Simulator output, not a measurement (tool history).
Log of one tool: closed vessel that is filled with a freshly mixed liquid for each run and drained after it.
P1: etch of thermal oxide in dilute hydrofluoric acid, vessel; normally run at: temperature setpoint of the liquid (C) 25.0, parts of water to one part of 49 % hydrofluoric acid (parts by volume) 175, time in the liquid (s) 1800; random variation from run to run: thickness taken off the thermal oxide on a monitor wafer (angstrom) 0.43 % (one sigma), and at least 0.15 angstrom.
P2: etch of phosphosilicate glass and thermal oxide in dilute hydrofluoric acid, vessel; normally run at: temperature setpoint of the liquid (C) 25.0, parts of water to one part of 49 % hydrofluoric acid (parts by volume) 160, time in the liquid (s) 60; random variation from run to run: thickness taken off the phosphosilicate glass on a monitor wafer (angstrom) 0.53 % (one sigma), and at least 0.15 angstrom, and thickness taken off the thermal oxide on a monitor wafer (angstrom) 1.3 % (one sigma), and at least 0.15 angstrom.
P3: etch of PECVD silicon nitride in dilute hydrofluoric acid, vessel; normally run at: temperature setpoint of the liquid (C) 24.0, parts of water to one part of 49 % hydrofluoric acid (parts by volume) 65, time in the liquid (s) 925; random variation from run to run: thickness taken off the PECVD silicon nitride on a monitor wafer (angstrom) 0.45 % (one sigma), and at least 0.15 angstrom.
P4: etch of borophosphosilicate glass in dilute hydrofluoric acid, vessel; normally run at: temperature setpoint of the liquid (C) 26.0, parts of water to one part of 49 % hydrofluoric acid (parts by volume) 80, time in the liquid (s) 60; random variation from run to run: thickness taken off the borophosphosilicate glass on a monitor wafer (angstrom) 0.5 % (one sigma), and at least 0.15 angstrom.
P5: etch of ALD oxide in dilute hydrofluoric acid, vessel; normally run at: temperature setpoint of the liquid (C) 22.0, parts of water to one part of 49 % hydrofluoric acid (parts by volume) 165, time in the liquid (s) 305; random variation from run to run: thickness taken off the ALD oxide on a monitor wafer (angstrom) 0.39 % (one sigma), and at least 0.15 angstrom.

run   hour  process that ran  temperature setpoint of the liquid (C)  parts of water to one part of 49 % hydrofluoric acid (parts by volume)  time in the liquid (s)  hours since the thermometer was replaced  hours since the hydrofluoric acid flow meter was replaced  thickness taken off the thermal oxide on a monitor wafer (angstrom)  thickness taken off the PECVD silicon nitride on a monitor wafer (angstrom)  thickness taken off the ALD oxide on a monitor wafer (angstrom)  thickness taken off the borophosphosilicate glass on a monitor wafer (angstrom)  thickness taken off the phosphosilicate glass on a monitor wafer (angstrom)
  1    9.4                P1                                    25.0                                                                     175                    1800                                     313.9                                                      244.7                                                             475.9100
  2   15.0                P1                                    25.0                                                                     175                    1800                                     319.5                                                      250.3                                                             473.9200
  3   22.2                P1                                    25.0                                                                     175                    1800                                     326.7                                                      257.5                                                             476.9200
  4   31.0                P3                                    24.0                                                                      65                     925                                     335.5                                                      266.3                                                                                                                                            354.78
  5   38.6                P1                                    25.0                                                                     175                    1800                                     343.1                                                      273.9                                                             481.2600
  6   45.4                P1                                    25.0                                                                     175                    3295                                     349.9                                                      280.7                                                             877.9100
  7   53.8                P1                                    25.0                                                                     175                    1800                                     358.3                                                      289.1                                                             479.3000
  8   61.5                P3                                    30.0                                                                      65                     925                                     366.0                                                      296.8                                                                                                                                            525.77
  9   69.9                P5                                    22.0                                                                      50                     305                                     374.4                                                      305.2                                                                                                                                                                                                            597.580
 10   76.5                P4                                    20.5                                                                      80                      60                                     381.0                                                      311.8                                                                                                                                                                                                                                                                                              308.83
 11   82.1                P5                                    27.0                                                                     165                     305                                     386.6                                                      317.4                                                                                                                                                                                                            192.720
 12   91.8                P1                                    25.0                                                                      80                     435                                     396.3                                                      327.1                                                             283.0100
 13   97.1                P1                                    32.5                                                                     175                    1800                                     401.6                                                      332.4                                                             627.7700
 14  105.6                P2                                    25.0                                                                     285                      60                                     410.1                                                      340.9                                                               8.0303                                                                                                                                                                                                                                                                                                      359.52
 15  112.9                P2                                    17.5                                                                     160                      60                                     417.4                                                      348.2                                                              11.7820                                                                                                                                                                                                                                                                                                      551.28
 16  122.8                P1                                    21.5                                                                     175                     545                                     427.3                                                      358.1                                                             126.2900
 17  132.0                P1                                    25.0                                                                     300                    1800                                     436.5                                                      367.3                                                             243.2700
 18  137.6                P3                                    24.0                                                                      20                     925                                     442.1                                                      372.9                                                                                                                                           1116.00
 19  147.6                P1                                    25.0                                                                     175                    1800                                     452.1                                                      382.9                                                             478.9100
 20  153.3                P4                                    26.0                                                                      80                      30                                     457.8                                                      388.6                                                                                                                                                                                                                                                                                              192.94
 21  162.4                P2                                    25.0                                                                     160                      60                                     466.9                                                      397.7                                                              15.8600                                                                                                                                                                                                                                                                                                      734.22
 22  167.5                P4                                    26.0                                                                      80                      60                                     472.0                                                      402.8                                                                                                                                                                                                                                                                                              382.94
 23  174.0                P3                                    24.0                                                                      65                     295                                     478.5                                                      409.3                                                                                                                                            113.65
 24  182.9                P4                                    26.0                                                                      80                      60                                     487.4                                                      418.2                                                                                                                                                                                                                                                                                              385.33
 25  189.2                P1                                    25.0                                                                     175                     500                                     493.7                                                      424.5                                                             132.4000
 26  194.8                P4                                    26.0                                                                     140                      60                                     499.3                                                      430.1                                                                                                                                                                                                                                                                                              203.10
 27  203.2                P5                                    22.0                                                                     165                      30                                     507.7                                                      438.5                                                                                                                                                                                                             15.741

The next listed run, before its measurement:
 28  210.7                P1                                    25.0                                                                      75                    1800                                     515.2                                                      446.0                                                                    ?

thickness taken off the thermal oxide on a monitor wafer (angstrom): 1261.6000

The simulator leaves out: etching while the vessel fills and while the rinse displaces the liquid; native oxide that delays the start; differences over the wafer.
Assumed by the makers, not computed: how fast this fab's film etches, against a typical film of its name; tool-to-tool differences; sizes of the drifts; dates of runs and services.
